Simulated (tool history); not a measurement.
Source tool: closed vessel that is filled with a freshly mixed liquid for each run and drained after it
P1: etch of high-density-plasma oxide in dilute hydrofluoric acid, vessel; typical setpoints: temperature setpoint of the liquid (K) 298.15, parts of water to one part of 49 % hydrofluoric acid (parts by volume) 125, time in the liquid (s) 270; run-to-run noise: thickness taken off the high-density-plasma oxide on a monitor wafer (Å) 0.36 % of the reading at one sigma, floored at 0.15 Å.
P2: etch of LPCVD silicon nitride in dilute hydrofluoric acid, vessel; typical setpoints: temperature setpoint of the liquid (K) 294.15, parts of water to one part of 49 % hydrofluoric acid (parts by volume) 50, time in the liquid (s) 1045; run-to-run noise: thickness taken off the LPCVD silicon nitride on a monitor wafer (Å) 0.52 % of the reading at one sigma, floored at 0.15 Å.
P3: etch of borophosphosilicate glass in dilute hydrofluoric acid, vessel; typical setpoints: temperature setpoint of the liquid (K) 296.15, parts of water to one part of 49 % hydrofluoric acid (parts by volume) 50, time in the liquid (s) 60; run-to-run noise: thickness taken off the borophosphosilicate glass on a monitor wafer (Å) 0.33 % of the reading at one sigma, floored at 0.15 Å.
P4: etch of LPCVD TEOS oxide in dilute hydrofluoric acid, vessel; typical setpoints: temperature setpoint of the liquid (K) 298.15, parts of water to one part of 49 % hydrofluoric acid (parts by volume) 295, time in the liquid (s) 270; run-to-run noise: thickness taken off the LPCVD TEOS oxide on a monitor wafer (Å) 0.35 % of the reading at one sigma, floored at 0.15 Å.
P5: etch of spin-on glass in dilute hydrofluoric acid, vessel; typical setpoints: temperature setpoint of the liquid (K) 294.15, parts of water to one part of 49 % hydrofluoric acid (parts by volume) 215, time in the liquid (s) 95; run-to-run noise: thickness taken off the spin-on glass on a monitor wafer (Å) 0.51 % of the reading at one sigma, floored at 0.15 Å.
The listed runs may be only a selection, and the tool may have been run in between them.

run,hour,process that ran,temperature setpoint of the liquid (K),parts of water to one part of 49 % hydrofluoric acid (parts by volume),time in the liquid (s),hours since the thermometer was replaced,hours since the hydrofluoric acid flow meter was replaced,thickness taken off the high-density-plasma oxide on a monitor wafer (Å),thickness taken off the spin-on glass on a monitor wafer (Å),thickness taken off the LPCVD TEOS oxide on a monitor wafer (Å),thickness taken off the borophosphosilicate glass on a monitor wafer (Å),thickness taken off the LPCVD silicon nitride on a monitor wafer (Å)
1,8.1,P1,298.15,125,270,1141.4,420.0,110.940,,,,
2,13.5,P1,298.15,125,270,1146.8,425.4,111.040,,,,
3,20.9,P5,294.15,215,35,1154.2,432.8,,27.193,,,
4,29.5,P1,298.15,125,95,1162.8,441.4,39.081,,,,
5,34.8,P1,298.15,190,270,1168.1,446.7,67.505,,,,
6,43.2,P1,292.15,35,270,1176.5,455.1,343.480,,,,
7,48.9,P4,298.15,295,480,1182.2,460.8,,,576.36,,
8,53.9,P4,291.15,295,270,1187.2,465.8,,,250.21,,
9,61.7,P5,294.15,215,95,1195.0,473.6,,73.651,,,
10,66.1,P3,296.15,50,60,1199.4,478.0,,,,690.13,
11,70.2,P3,296.15,50,105,1203.5,482.1,,,,1201.30,
12,75.7,P1,294.15,125,270,1209.0,487.6,95.308,,,,
13,80.9,P5,294.15,105,95,1214.2,492.8,,170.110,,,
# hour 82.6: thermometer replaced
14,85.4,P1,298.15,125,270,2.9,497.3,110.780,,,,
15,92.6,P4,298.15,110,270,10.1,504.5,,,1062.60,,
16,96.7,P2,294.15,20,1045,14.2,508.6,,,,,189.810
17,103.7,P2,299.15,50,1045,21.2,515.6,,,,,109.030
18,111.7,P2,294.15,50,1045,29.2,523.6,,,,,78.600
19,119.0,P1,298.15,125,270,36.5,530.9,111.320,,,,
# hour 122.1: hydrofluoric acid flow meter replaced
20,126.7,P5,302.65,215,95,44.2,4.6,,99.932,,,
21,134.6,P4,298.15,295,270,52.1,12.5,,,322.18,,
22,139.3,P3,304.65,50,60,56.8,17.2,,,,970.08,
23,144.0,P2,294.15,50,530,61.5,21.9,,,,,39.829
24,151.7,P1,298.15,70,270,69.2,29.6,212.220,,,,
25,160.5,P5,294.15,215,95,78.0,38.4,,73.986,,,
26,167.7,P1,305.15,125,270,85.2,45.6,144.440,,,,
27,171.7,P4,298.15,295,270,89.2,49.6,,,322.09,,
28,178.6,P1,298.15,125,270,96.1,56.5,111.580,,,,
29,184.7,P3,296.15,80,60,102.2,62.6,,,,414.54,
30,190.9,P1,298.15,125,515,108.4,68.8,210.720,,,,
31,199.9,P1,298.15,125,270,117.4,77.8,111.100,,,,
32,205.0,P1,298.15,125,270,122.5,82.9,108.250,,,,
33,213.5,P1,298.15,125,270,131.0,91.4,106.420,,,,
34,222.0,P1,298.15,125,270,139.5,99.9,104.030,,,,
35,229.9,P1,298.15,125,270,147.4,107.8,102.810,,,,
36,238.9,P1,298.15,125,270,156.4,116.8,102.560,,,,
37,247.2,P1,298.15,125,270,164.7,125.1,101.940,,,,
38,255.8,P1,298.15,125,270,173.3,133.7,101.450,,,,
39,260.7,P1,298.15,125,270,178.2,138.6,101.470,,,,
40,264.9,P1,298.15,125,270,182.4,142.8,101.420,,,,
41,272.2,P1,298.15,125,270,189.7,150.1,101.520,,,,

P1 has crept away from where it was. The log is fitted equally well by each of these 2 causes, at the sizes shown:
A: liquid colder than its thermometer reads (K) = 2.34
B: hydrofluoric acid flow below the setpoint (%) = 7.56
The gradual shift began around hour 199.9.

Consider the 4 single-wafer check runs listed below, results given as question marks: which one distinguishes between the causes by giving clearly different results for each?
check 1,279.5,P3,303.15,50,85,,,,,,?,
check 2,279.5,P2,294.15,20,1045,,,,,,,?
check 3,279.5,P5,297.15,215,40,,,,?,,,
check 4,279.5,P4,291.65,210,270,,,,,?,,

If the cause were each of the candidates in turn, the checks would give the following:
check,result,if A,if B
check 1,thickness taken off the borophosphosilicate glass on a monitor wafer (Å),1179.40,1188.60
check 2,thickness taken off the LPCVD silicon nitride on a monitor wafer (Å),160.630,175.790
check 3,thickness taken off the spin-on glass on a monitor wafer (Å),31.820,31.496
check 4,thickness taken off the LPCVD TEOS oxide on a monitor wafer (Å),352.88,352.15
Gap, in per cent, between the two causes that each check separates least, read from the result that separates them most: check 1 0.78 %; check 2 9.02 %; check 3 1.02 %; check 4 0.21 %
Only check 2 tells the causes apart: in the others they would give nearly the same result.

The results of check 2 are: thickness taken off the LPCVD silicon nitride on a monitor wafer (Å) 175.280. Based on these, which of the listed causes is it?

The cause is B: hydrofluoric acid flow below the setpoint (%).
